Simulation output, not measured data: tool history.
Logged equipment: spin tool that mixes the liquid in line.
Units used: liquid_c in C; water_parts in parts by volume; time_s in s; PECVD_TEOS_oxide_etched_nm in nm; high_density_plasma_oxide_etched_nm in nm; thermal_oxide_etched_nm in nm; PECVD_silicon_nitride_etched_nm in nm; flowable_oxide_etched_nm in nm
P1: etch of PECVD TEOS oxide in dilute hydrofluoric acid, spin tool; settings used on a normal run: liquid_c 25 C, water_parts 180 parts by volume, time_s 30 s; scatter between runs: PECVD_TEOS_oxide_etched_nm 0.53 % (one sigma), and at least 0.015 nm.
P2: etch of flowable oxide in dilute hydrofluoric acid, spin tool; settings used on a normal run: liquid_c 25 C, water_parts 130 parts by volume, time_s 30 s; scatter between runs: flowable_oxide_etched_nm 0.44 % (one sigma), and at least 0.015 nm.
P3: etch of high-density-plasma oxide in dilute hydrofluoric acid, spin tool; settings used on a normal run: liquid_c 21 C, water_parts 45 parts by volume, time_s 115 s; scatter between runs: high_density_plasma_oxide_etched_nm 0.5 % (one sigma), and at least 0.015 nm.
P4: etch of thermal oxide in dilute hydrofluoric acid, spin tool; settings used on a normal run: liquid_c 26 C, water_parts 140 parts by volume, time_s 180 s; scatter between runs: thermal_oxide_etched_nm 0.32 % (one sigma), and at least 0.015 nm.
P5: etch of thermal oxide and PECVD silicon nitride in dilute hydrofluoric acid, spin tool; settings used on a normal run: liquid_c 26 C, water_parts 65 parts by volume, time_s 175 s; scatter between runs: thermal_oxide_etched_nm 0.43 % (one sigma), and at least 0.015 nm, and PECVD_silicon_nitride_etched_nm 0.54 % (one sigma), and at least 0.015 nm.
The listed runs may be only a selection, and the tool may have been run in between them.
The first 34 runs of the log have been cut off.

run   hour  process  liquid_c  water_parts  time_s  hours since the thermometer was replaced  hours since the hydrofluoric acid flow meter was replaced  PECVD_TEOS_oxide_etched_nm  high_density_plasma_oxide_etched_nm  thermal_oxide_etched_nm  PECVD_silicon_nitride_etched_nm  flowable_oxide_etched_nm
 35  412.7       P1      31.5          180      30                                        30                                                       60.2                      5.5373
 36    427       P1        25          180      30                                      44.3                                                       74.5                      4.3781
 37  434.7       P1        25          180      30                                        52                                                       82.2                      4.4812
 38  444.4       P1        25          180      30                                      61.7                                                       91.9                      4.5064
 39  452.3       P1        25          180      30                                      69.6                                                       99.8                      4.5558
 40  459.3       P1        25          180      30                                      76.6                                                      106.8                      4.5977
 41  466.5       P1        25          180      30                                      83.8                                                        114                      4.6015
 42  479.5       P1        25          180      30                                      96.8                                                        127                      4.6091
 43  487.8       P1        25          180      30                                     105.1                                                      135.3                      4.6384
 44  499.8       P1        25          180      30                                     117.1                                                      147.3                      4.6521
 45    516       P1        25          180      30                                     133.3                                                      163.5                      4.7109

Run 46 is up next; what results do you expect?
 46  528.7       P1        25          180      30                                       146                                                      176.2                           ?

{"run 46": {"PECVD_TEOS_oxide_etched_nm": 4.7049}}
